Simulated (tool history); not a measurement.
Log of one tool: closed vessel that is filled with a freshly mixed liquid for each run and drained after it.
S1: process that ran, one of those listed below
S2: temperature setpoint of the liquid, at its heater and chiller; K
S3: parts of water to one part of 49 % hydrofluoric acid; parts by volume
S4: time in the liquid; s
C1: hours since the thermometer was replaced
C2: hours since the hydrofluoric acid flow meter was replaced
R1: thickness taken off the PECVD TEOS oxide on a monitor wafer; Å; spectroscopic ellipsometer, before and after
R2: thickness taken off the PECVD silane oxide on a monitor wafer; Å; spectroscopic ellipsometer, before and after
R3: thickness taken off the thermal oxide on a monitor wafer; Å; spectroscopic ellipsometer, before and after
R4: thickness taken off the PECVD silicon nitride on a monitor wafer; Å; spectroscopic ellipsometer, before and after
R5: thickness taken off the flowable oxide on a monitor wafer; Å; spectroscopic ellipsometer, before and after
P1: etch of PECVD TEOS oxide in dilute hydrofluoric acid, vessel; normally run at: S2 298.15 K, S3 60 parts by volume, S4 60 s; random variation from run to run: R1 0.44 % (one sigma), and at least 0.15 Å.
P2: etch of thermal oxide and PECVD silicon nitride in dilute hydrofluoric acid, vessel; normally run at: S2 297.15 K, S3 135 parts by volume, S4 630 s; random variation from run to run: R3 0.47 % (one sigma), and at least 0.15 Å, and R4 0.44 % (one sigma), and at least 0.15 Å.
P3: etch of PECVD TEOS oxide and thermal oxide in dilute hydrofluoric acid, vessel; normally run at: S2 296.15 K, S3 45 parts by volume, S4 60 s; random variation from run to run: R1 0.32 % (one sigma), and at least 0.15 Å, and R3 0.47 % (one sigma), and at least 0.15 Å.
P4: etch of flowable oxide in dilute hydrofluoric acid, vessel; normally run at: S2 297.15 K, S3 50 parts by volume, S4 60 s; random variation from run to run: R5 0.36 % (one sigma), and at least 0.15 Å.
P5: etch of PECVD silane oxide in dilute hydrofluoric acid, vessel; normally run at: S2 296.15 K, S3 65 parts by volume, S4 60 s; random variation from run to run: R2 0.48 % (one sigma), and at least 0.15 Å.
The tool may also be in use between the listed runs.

run	hour	S1	S2	S3	S4	C1	C2	R1	R2	R3	R4	R5
1	7.8	P1	298.15	60	60	124.6	430.4	166.380				
2	16.6	P5	296.15	65	60	133.4	439.2		253.21			
3	22.1	P3	296.15	45	60	138.9	444.7	380.860		63.011		
4	30.0	P2	297.15	135	1220	146.8	452.6			391.000	159.130	
5	36.1	P4	297.15	50	60	152.9	458.7					768.62
6	45.9	P4	297.15	20	60	162.7	468.5					2012.70
7	53.2	P3	296.15	25	60	170.0	475.8	701.790		117.090		
8	65.1	P5	296.15	110	60	181.9	487.7		141.53			
9	74.3	P4	305.15	50	60	191.1	496.9					1063.70
10	81.3	P1	298.15	30	60	198.1	503.9	346.370				
11	90.3	P1	291.65	60	60	207.1	512.9	126.610				
12	96.3	P1	298.15	60	60	213.1	518.9	166.590				
13	104.0	P1	298.15	60	60	220.8	526.6	166.590				
14	113.5	P5	296.15	65	30	230.3	536.1		124.68			
15	123.4	P4	297.15	50	30	240.2	546.0					387.47
16	133.2	P1	303.15	60	105	250.0	555.8	355.350				
17	145.6	P1	298.15	60	60	262.4	568.2	166.350				
18	153.0	P1	298.15	60	30	269.8	575.6	82.808				
19	161.4	P2	304.15	135	630	278.2	584.0			263.660	127.440	
20	170.4	P1	298.15	60	105	287.2	593.0	289.360				
21	178.4	P3	296.15	45	30	295.2	601.0	190.360		31.687		
22	183.9	P3	302.15	45	60	300.7	606.5	485.190		80.736		
23	194.3	P2	297.15	30	630	311.1	616.9			1042.200	360.110	
24	201.4	P1	303.65	60	60	318.2	624.0	207.260				
25	212.3	P1	298.15	105	60	329.1	634.9	89.564				
26	219.4	P3	296.15	45	60	336.2	642.0	379.140		63.303		
27	230.0	P5	290.15	65	60	346.8	652.6		195.91			
28	242.4	P2	297.15	135	630	359.2	665.0			203.270	82.404	
29	254.7	P1	298.15	60	60	371.5	677.3	165.970				
30	260.7	P1	298.15	60	60	377.5	683.3	171.810				
31	270.1	P1	298.15	60	60	386.9	692.7	175.640				
32	280.6	P1	298.15	60	60	397.4	703.2	178.120				
33	287.6	P1	298.15	60	60	404.4	710.2	179.420				
34	297.2	P1	298.15	60	60	414.0	719.8	179.240				
35	308.8	P1	298.15	60	60	425.6	731.4	179.190				

What P1 gives has crept away from where it was. These 2 causes fit the log equally well, each at the size given:
A: hydrofluoric acid flow above the setpoint (%) = 7.69
B: liquid hotter than its thermometer reads (K) = 2
The creep began at about hour 254.7.

4 check runs are offered, one wafer each, their results left as question marks. Which one tells the causes apart?
check 1	320.4	P5	290.15	110	60				?			
check 2	320.4	P3	299.15	45	60			?		?		
check 3	320.4	P4	297.15	20	60							?
check 4	320.4	P2	297.15	85	1130					?	?	

What each check would give under each cause:
check	result	if A	if B
check 1	R2	119.98	120.10
check 2	R1	463.960	464.990
check 2	R3	77.451	77.623
check 3	R5	2171.00	2187.80
check 4	R3	665.870	664.310
check 4	R4	249.440	264.500
How far apart the two closest causes lie, in the result that separates them most: check 1 0.1 %; check 2 0.22 %; check 3 0.77 %; check 4 5.86 %
Check 4 tells the causes apart: in the others they would give nearly the same result.

Check 4 was then run and gave: R3 666.000 Å; R4 251.070 Å. Which cause is it?

It is A: hydrofluoric acid flow above the setpoint (%).

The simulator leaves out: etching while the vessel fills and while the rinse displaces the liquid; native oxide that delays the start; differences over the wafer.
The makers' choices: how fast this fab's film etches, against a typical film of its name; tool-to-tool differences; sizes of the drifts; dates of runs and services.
